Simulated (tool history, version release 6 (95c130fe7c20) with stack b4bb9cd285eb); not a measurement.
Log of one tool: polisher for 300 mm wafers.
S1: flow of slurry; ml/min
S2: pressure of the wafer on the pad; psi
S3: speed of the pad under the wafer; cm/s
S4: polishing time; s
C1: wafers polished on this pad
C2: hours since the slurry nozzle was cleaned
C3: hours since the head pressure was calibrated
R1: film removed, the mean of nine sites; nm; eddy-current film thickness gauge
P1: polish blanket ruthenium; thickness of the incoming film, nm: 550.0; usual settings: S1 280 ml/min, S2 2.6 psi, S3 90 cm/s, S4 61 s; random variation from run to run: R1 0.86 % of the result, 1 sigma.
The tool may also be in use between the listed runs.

run 1 hour=7.3 | S1=280 S2=2.6 S3=90 S4=61 | C1=327 C2=250.7 C3=334.7 | R1=77.242
run 2 hour=14.7 | S1=280 S2=2.6 S3=90 S4=61 | C1=394 C2=258.1 C3=342.1 | R1=76.642
run 3 hour=21.1 | S1=280 S2=2.6 S3=90 S4=27 | C1=452 C2=264.5 C3=348.5 | R1=33.538
run 4 hour=28 | S1=170 S2=2.6 S3=90 S4=89 | C1=514 C2=271.4 C3=355.4 | R1=105.24
run 5 hour=34.2 | S1=280 S2=2.6 S3=90 S4=61 | C1=570 C2=277.6 C3=361.6 | R1=78.177
run 6 hour=39.6 | S1=280 S2=3.7 S3=90 S4=61 | C1=619 C2=283 C3=367 | R1=108.25
run 7 hour=48.9 | S1=280 S2=2.6 S3=90 S4=61 | C1=703 C2=292.3 C3=376.3 | R1=76.095
run 8 hour=55.4 | S1=280 S2=2.6 S3=90 S4=61 | C1=762 C2=298.8 C3=382.8 | R1=75.795
run 9 hour=61.4 | S1=280 S2=2.6 S3=40 S4=82 | C1=816 C2=304.8 C3=388.8 | R1=44.482
run 10 hour=66.2 | S1=440 S2=2.6 S3=90 S4=61 | C1=859 C2=309.6 C3=393.6 | R1=78.922
run 11 hour=72.5 | S1=280 S2=1.2 S3=90 S4=61 | C1=916 C2=315.9 C3=399.9 | R1=35.442
run 12 hour=81.1 | S1=280 S2=2.6 S3=42 S4=61 | C1=994 C2=324.5 C3=408.5 | R1=35.726
run 13 hour=85.9 | S1=170 S2=2.6 S3=90 S4=61 | C1=1037 C2=329.3 C3=413.3 | R1=71.327
run 14 hour=91.1 | S1=280 S2=2.6 S3=138 S4=61 | C1=1084 C2=334.5 C3=418.5 | R1=115.64
run 15 hour=98.5 | S1=280 S2=2.6 S3=90 S4=93 | C1=1151 C2=341.9 C3=425.9 | R1=116.47
run 16 hour=106.9 | S1=175 S2=2.6 S3=90 S4=42 | C1=1227 C2=350.3 C3=434.3 | R1=50.323
run 17 hour=115.7 | S1=280 S2=2.6 S3=90 S4=61 | C1=1306 C2=359.1 C3=443.1 | R1=76.927
run 18 hour=123.8 | S1=280 S2=2.6 S3=90 S4=61 | C1=1380 C2=367.2 C3=451.2 | R1=75.106
run 19 hour=130 | S1=280 S2=2.6 S3=90 S4=61 | C1=1436 C2=373.4 C3=457.4 | R1=73.888
run 20 hour=135.7 | S1=280 S2=2.6 S3=90 S4=61 | C1=1487 C2=379.1 C3=463.1 | R1=74.072
-- hour=141.6 worn pad replaced by a new one
run 21 hour=144.6 | S1=280 S2=2.6 S3=90 S4=61 | C1=27 C2=388 C3=472 | R1=73.6
run 22 hour=153.1 | S1=280 S2=2.6 S3=90 S4=61 | C1=103 C2=396.5 C3=480.5 | R1=73.83
run 23 hour=159.4 | S1=280 S2=2.6 S3=90 S4=61 | C1=160 C2=402.8 C3=486.8 | R1=73.168
run 24 hour=167.7 | S1=280 S2=2.6 S3=90 S4=61 | C1=235 C2=411.1 C3=495.1 | R1=71.397

Forecast run 25:
run 25 hour=176.5 | S1=280 S2=2.6 S3=90 S4=61 | C1=315 C2=419.9 C3=503.9 | R1=?

R1: 71.749 nm
